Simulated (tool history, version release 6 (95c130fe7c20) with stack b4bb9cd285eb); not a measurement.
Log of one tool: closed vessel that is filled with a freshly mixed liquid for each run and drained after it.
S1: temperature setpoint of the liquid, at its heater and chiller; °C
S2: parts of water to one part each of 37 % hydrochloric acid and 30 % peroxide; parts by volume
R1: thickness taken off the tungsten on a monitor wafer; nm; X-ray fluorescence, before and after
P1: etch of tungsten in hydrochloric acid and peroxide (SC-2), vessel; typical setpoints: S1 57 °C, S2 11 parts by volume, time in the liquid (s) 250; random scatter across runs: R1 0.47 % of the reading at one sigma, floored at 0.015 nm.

Run 1, hour 7.2: S1 57 °C, S2 11 parts by volume, time in the liquid (s) 250. Result: R1 57.588 nm.
Run 2, hour 21.7: S1 57 °C, S2 11 parts by volume, time in the liquid (s) 250. Result: R1 57.219 nm.
Run 3, hour 33: S1 57 °C, S2 4 parts by volume, time in the liquid (s) 250. Result: R1 125.58 nm.
Run 4, hour 43.8: S1 57 °C, S2 18 parts by volume, time in the liquid (s) 480. Result: R1 72.818 nm.
Run 5, hour 52.7: S1 72 °C, S2 11 parts by volume, time in the liquid (s) 110. Result: R1 62.96 nm.
Run 6, hour 66.6: S1 57 °C, S2 20 parts by volume, time in the liquid (s) 250. Result: R1 34.25 nm.
Run 7, hour 79.2: S1 57 °C, S2 11 parts by volume, time in the liquid (s) 250. Result: R1 58.062 nm.
Run 8, hour 89.1: S1 57 °C, S2 11 parts by volume, time in the liquid (s) 250. Result: R1 57.762 nm.
Run 9, hour 102.1: S1 57 °C, S2 11 parts by volume, time in the liquid (s) 250. Result: R1 57.549 nm.
Run 10, hour 114: S1 43.5 °C, S2 11 parts by volume, time in the liquid (s) 250. Result: R1 23.544 nm.
Run 11, hour 124.1: S1 57 °C, S2 11 parts by volume, time in the liquid (s) 500. Result: R1 115.26 nm.
Run 12, hour 137.6: S1 66 °C, S2 11 parts by volume, time in the liquid (s) 390. Result: R1 156.65 nm.
Run 13, hour 146.4: S1 57 °C, S2 11 parts by volume, time in the liquid (s) 30. Result: R1 6.8635 nm.
Run 14, hour 153.9: S1 67.5 °C, S2 11 parts by volume, time in the liquid (s) 250. Result: R1 110.73 nm.
Run 15, hour 164.4: S1 57 °C, S2 11 parts by volume, time in the liquid (s) 250. Result: R1 57.493 nm.
Run 16, hour 175.4: S1 57 °C, S2 11 parts by volume, time in the liquid (s) 250. Result: R1 57.471 nm.
Run 17, hour 182.5: S1 57 °C, S2 11 parts by volume, time in the liquid (s) 250. Result: R1 58.875 nm.
Run 18, hour 198.1: S1 57 °C, S2 11 parts by volume, time in the liquid (s) 250. Result: R1 60.419 nm.
Run 19, hour 205.2: S1 57 °C, S2 11 parts by volume, time in the liquid (s) 250. Result: R1 61.377 nm.
Run 20, hour 212.8: S1 57 °C, S2 11 parts by volume, time in the liquid (s) 250. Result: R1 61.307 nm.
Run 21, hour 222.5: S1 57 °C, S2 11 parts by volume, time in the liquid (s) 250. Result: R1 61.975 nm.
Run 22, hour 235.1: S1 57 °C, S2 11 parts by volume, time in the liquid (s) 250. Result: R1 62.209 nm.
Run 23, hour 244.7: S1 57 °C, S2 11 parts by volume, time in the liquid (s) 250. Result: R1 62.285 nm.
Run 24, hour 259.2: S1 57 °C, S2 11 parts by volume, time in the liquid (s) 250. Result: R1 62.503 nm.

What P1 gives has crept away from where it was. These 2 causes fit the log equally well, each at the size given:
A: chemicals flow above the setpoint (%) = 9.65
B: liquid hotter than its thermometer reads (K) = 1.22
The gradual shift began around hour 175.4.
Every other cause this tool's parts could produce, and why it does not fit the log:
peroxide weaker than its label (%): limited to 8, which would change R1 by -7.4 %, either short of the creep or opposite in sign

The 4 check runs listed below each average the results of 2 wafers, and their outcomes are marked with question marks. Under which run would the listed causes produce clearly different results?
Run check 1, hour 273.7: S1 66 °C, S2 11 parts by volume, time in the liquid (s) 90. Result: R1 ?.
Run check 2, hour 273.7: S1 57 °C, S2 19.5 parts by volume, time in the liquid (s) 250. Result: R1 ?.
Run check 3, hour 273.7: S1 57 °C, S2 7.5 parts by volume, time in the liquid (s) 385. Result: R1 ?.
Run check 4, hour 273.7: S1 44 °C, S2 4 parts by volume, time in the liquid (s) 250. Result: R1 ?.

What every check run would give for each of its results, assuming each possible cause in turn:
  check  result    if A    if B
check 1      R1  39.227  39.078
check 2      R1  37.866  37.657
check 3      R1  130.51  131.25
check 4      R1  55.878  57.216
How far apart the two closest causes lie, in the result that separates them most: check 1 0.38 %; check 2 0.55 %; check 3 0.56 %; check 4 2.37 %
The causes can be told apart only by check 4. The other checks would give nearly the same results under each of them.

Here is what check 4 returned: R1 56.916 nm. Which cause is it?

It is B: liquid hotter than its thermometer reads (K).
